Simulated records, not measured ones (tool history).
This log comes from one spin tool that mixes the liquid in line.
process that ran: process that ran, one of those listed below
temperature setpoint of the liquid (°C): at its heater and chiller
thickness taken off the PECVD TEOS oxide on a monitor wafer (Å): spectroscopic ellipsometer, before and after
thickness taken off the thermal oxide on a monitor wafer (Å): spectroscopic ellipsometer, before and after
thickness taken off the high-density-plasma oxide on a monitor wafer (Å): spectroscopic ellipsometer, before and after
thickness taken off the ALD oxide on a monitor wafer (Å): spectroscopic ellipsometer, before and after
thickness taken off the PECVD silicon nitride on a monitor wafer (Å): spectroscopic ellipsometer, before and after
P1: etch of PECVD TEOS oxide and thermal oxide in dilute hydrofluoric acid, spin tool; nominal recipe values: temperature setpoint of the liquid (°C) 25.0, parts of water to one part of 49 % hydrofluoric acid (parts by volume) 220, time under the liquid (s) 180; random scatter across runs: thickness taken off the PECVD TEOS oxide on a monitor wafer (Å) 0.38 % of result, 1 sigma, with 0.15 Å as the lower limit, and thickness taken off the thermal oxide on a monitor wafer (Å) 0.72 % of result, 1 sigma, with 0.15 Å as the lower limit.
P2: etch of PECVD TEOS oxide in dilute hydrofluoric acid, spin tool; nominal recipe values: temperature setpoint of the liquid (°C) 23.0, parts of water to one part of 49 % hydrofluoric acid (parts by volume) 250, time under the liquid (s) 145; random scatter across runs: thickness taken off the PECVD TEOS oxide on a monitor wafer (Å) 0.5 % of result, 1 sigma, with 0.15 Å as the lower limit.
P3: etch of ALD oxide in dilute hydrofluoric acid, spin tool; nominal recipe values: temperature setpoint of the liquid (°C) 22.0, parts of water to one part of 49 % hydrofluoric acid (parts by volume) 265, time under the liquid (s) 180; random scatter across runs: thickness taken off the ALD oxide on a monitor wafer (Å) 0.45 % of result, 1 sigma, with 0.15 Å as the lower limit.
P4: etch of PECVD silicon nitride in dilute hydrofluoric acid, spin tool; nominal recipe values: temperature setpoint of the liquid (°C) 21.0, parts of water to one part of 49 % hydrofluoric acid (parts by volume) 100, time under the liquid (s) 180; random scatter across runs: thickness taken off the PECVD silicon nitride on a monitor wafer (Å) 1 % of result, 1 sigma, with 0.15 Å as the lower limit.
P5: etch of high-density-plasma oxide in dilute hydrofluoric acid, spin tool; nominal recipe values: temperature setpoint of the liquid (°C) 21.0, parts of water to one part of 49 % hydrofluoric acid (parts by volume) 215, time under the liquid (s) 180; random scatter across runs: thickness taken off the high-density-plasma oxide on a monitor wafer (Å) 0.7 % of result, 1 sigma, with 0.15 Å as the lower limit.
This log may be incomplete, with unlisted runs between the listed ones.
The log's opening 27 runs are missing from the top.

| run | hour | process that ran | temperature setpoint of the liquid (°C) | parts of water to one part of 49 % hydrofluoric acid (parts by volume) | time under the liquid (s) | hours since the thermometer was replaced | hours since the hydrofluoric acid flow meter was replaced | thickness taken off the PECVD TEOS oxide on a monitor wafer (Å) | thickness taken off the thermal oxide on a monitor wafer (Å) | thickness taken off the high-density-plasma oxide on a monitor wafer (Å) | thickness taken off the ALD oxide on a monitor wafer (Å) | thickness taken off the PECVD silicon nitride on a monitor wafer (Å) |
|---|---|---|---|---|---|---|---|---|---|---|---|---|
| 28 | 178.3 | P5 | 21.0 | 215 | 180 | 1058.5 | 392.2 |  |  | 33.9080 |  |  |
| 29 | 186.1 | P3 | 22.0 | 480 | 180 | 1066.3 | 400.0 |  |  |  | 23.2650 |  |
| 30 | 191.5 | P4 | 21.0 | 100 | 35 | 1071.7 | 405.4 |  |  |  |  | 4.8953 |
| 31 | 196.0 | P1 | 25.0 | 220 | 180 | 1076.2 | 409.9 | 150.720 | 34.8070 |  |  |  |
| 32 | 199.7 | P1 | 25.0 | 220 | 180 | 1079.9 | 413.6 | 153.690 | 35.8860 |  |  |  |
| 33 | 204.6 | P1 | 25.0 | 220 | 180 | 1084.8 | 418.5 | 155.960 | 36.4930 |  |  |  |
| 34 | 209.1 | P1 | 25.0 | 220 | 180 | 1089.3 | 423.0 | 157.740 | 36.5650 |  |  |  |
| 35 | 215.2 | P1 | 25.0 | 220 | 180 | 1095.4 | 429.1 | 159.080 | 37.3450 |  |  |  |
| 36 | 223.2 | P1 | 25.0 | 220 | 180 | 1103.4 | 437.1 | 159.750 | 37.1030 |  |  |  |
| 37 | 229.7 | P1 | 25.0 | 220 | 180 | 1109.9 | 443.6 | 160.430 | 36.6120 |  |  |  |
| 38 | 235.0 | P1 | 25.0 | 220 | 180 | 1115.2 | 448.9 | 162.880 | 37.1230 |  |  |  |
| 39 | 241.6 | P1 | 25.0 | 220 | 180 | 1121.8 | 455.5 | 160.440 | 37.7300 |  |  |  |
| 40 | 245.7 | P1 | 25.0 | 220 | 180 | 1125.9 | 459.6 | 161.870 | 37.8180 |  |  |  |

What does the tool deliver on the next run?
| 41 | 253.4 | P1 | 25.0 | 220 | 180 | 1133.6 | 467.3 | ? | ? |  |  |  |

{"run 41": {"thickness taken off the PECVD TEOS oxide on a monitor wafer (Å)": 162.08, "thickness taken off the thermal oxide on a monitor wafer (Å)": 37.489}}

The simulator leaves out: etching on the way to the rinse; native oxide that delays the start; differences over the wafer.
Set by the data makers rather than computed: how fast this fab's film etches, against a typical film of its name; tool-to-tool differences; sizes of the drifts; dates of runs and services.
